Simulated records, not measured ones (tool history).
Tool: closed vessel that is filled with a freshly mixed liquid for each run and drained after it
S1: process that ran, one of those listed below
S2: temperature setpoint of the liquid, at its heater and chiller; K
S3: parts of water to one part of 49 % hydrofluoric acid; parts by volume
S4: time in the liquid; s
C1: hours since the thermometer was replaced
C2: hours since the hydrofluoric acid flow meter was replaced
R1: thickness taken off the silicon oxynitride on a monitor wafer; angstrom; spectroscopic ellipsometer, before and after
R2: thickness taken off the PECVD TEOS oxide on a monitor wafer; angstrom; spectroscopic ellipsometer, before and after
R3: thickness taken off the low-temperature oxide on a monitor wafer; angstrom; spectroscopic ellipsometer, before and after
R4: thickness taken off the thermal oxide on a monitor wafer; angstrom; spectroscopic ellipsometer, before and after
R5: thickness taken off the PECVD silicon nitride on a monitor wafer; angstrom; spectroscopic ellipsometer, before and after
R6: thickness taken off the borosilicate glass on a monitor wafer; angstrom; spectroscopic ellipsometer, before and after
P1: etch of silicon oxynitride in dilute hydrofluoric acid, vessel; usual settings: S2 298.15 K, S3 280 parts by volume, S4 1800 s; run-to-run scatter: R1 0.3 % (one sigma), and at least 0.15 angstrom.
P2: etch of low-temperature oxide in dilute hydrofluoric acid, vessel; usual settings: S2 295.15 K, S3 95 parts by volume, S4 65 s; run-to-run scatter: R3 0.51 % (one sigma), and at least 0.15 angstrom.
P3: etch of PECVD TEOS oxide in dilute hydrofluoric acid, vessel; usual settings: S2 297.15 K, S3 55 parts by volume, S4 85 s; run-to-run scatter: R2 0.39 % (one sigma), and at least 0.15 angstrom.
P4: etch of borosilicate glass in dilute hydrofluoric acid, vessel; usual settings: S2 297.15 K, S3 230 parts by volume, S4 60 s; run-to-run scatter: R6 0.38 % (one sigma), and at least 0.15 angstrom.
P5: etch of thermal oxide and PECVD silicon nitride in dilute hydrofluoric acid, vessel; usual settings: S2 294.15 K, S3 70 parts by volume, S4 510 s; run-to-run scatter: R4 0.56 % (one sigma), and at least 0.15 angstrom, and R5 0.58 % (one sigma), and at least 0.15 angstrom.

Run 1, day 0.475: S1 P1, S2 298.15 K, S3 280 parts by volume, S4 1800 s; C1 1547.3; C2 948.1. Result: R1 85.255 angstrom.
Run 2, day 0.933: S1 P1, S2 298.15 K, S3 280 parts by volume, S4 1800 s; C1 1558.3; C2 959.1. Result: R1 85.341 angstrom.
Run 3, day 1.612: S1 P1, S2 290.65 K, S3 280 parts by volume, S4 1800 s; C1 1574.6; C2 975.4. Result: R1 61.699 angstrom.
Run 4, day 2.317: S1 P3, S2 297.15 K, S3 55 parts by volume, S4 130 s; C1 1591.5; C2 992.3. Result: R2 689.26 angstrom.
Run 5, day 2.954: S1 P2, S2 295.15 K, S3 95 parts by volume, S4 120 s; C1 1606.8; C2 1007.6. Result: R3 127.16 angstrom.
Run 6, day 3.275: S1 P3, S2 297.15 K, S3 25 parts by volume, S4 85 s; C1 1614.5; C2 1015.3. Result: R2 1024.5 angstrom.
Run 7, day 3.967: S1 P5, S2 294.15 K, S3 30 parts by volume, S4 510 s; C1 1631.1; C2 1031.9. Result: R4 763.46 angstrom, R5 250.84 angstrom.
Run 8, day 4.458: S1 P1, S2 305.65 K, S3 280 parts by volume, S4 1800 s; C1 1642.9; C2 1043.7. Result: R1 116 angstrom.
Run 9, day 4.85: S1 P5, S2 302.15 K, S3 70 parts by volume, S4 510 s; C1 1652.3; C2 1053.1. Result: R4 434.23 angstrom, R5 186.95 angstrom.
Run 10, day 5.529: S1 P1, S2 298.15 K, S3 280 parts by volume, S4 1800 s; C1 1668.6; C2 1069.4. Result: R1 85.539 angstrom.
Run 11, day 6.171: S1 P2, S2 295.15 K, S3 95 parts by volume, S4 65 s; C1 1684; C2 1084.8. Result: R3 67.649 angstrom.
Run 12, day 6.858: S1 P1, S2 298.15 K, S3 115 parts by volume, S4 1800 s; C1 1700.5; C2 1101.3. Result: R1 235.98 angstrom.
Run 13, day 7.538: S1 P1, S2 304.15 K, S3 175 parts by volume, S4 1800 s; C1 1716.8; C2 1117.6. Result: R1 191.68 angstrom.
Run 14, day 8.046: S1 P3, S2 297.15 K, S3 55 parts by volume, S4 85 s; C1 1729; C2 1129.8. Result: R2 449.67 angstrom.
Run 15, day 8.367: S1 P1, S2 298.15 K, S3 280 parts by volume, S4 1800 s; C1 1736.7; C2 1137.5. Result: R1 85.2 angstrom.
Run 16, day 8.812: S1 P2, S2 295.15 K, S3 95 parts by volume, S4 65 s; C1 1747.4; C2 1148.2. Result: R3 68.734 angstrom.
Run 17, day 9.396: S1 P1, S2 298.15 K, S3 395 parts by volume, S4 1800 s; C1 1761.4; C2 1162.2. Result: R1 55.94 angstrom.
Run 18, day 9.954: S1 P4, S2 297.15 K, S3 230 parts by volume, S4 60 s; C1 1774.8; C2 1175.6. Result: R6 54.458 angstrom.
Run 19, day 10.617: S1 P5, S2 294.15 K, S3 70 parts by volume, S4 510 s; C1 1790.7; C2 1191.5. Result: R4 318.42 angstrom, R5 110.98 angstrom.
Run 20, day 11.021: S1 P4, S2 293.15 K, S3 230 parts by volume, S4 60 s; C1 1800.4; C2 1201.2. Result: R6 47.159 angstrom.
Run 21, day 11.725: S1 P1, S2 290.65 K, S3 145 parts by volume, S4 1800 s; C1 1817.3; C2 1218.1. Result: R1 128.47 angstrom.
Run 22, day 12.317: S1 P3, S2 302.15 K, S3 55 parts by volume, S4 85 s; C1 1831.5; C2 1232.3. Result: R2 553.84 angstrom.
Run 23, day 12.758: S1 P1, S2 298.15 K, S3 280 parts by volume, S4 3165 s; C1 1842.1; C2 1242.9. Result: R1 150.17 angstrom.
Run 24, day 13.142: S1 P4, S2 297.15 K, S3 65 parts by volume, S4 60 s; C1 1851.3; C2 1252.1. Result: R6 233.5 angstrom.
Run 25, day 13.583: S1 P1, S2 298.15 K, S3 280 parts by volume, S4 915 s; C1 1861.9; C2 1262.7. Result: R1 43.534 angstrom.
Run 26, day 14.208: S1 P4, S2 297.15 K, S3 230 parts by volume, S4 30 s; C1 1876.9; C2 1277.7. Result: R6 27.057 angstrom.
Run 27, day 14.775: S1 P1, S2 298.15 K, S3 280 parts by volume, S4 1800 s; C1 1890.5; C2 1291.3. Result: R1 85.095 angstrom.
Run 28, day 15.321: S1 P5, S2 294.15 K, S3 70 parts by volume, S4 200 s; C1 1903.6; C2 1304.4. Result: R4 122.68 angstrom, R5 42.844 angstrom.
Run 29, day 15.9: S1 P2, S2 290.15 K, S3 95 parts by volume, S4 65 s; C1 1917.5; C2 1318.3. Result: R3 55.718 angstrom.
Run 30, day 16.367: S1 P2, S2 295.15 K, S3 150 parts by volume, S4 65 s; C1 1928.7; C2 1329.5. Result: R3 40.659 angstrom.
Run 31, day 17.062: S1 P5, S2 294.15 K, S3 70 parts by volume, S4 510 s; C1 1945.4; C2 1346.2. Result: R4 312.48 angstrom, R5 110.23 angstrom.
Run 32, day 17.588: S1 P1, S2 298.15 K, S3 280 parts by volume, S4 1800 s; C1 1958; C2 1358.8. Result: R1 85.497 angstrom.

Forecast run 33:
Run 33, day 18.008: S1 P1, S2 298.15 K, S3 280 parts by volume, S4 1800 s; C1 1968.1; C2 1368.9. Result: R1 ?.

Run 33 gave R1 88.681 angstrom.
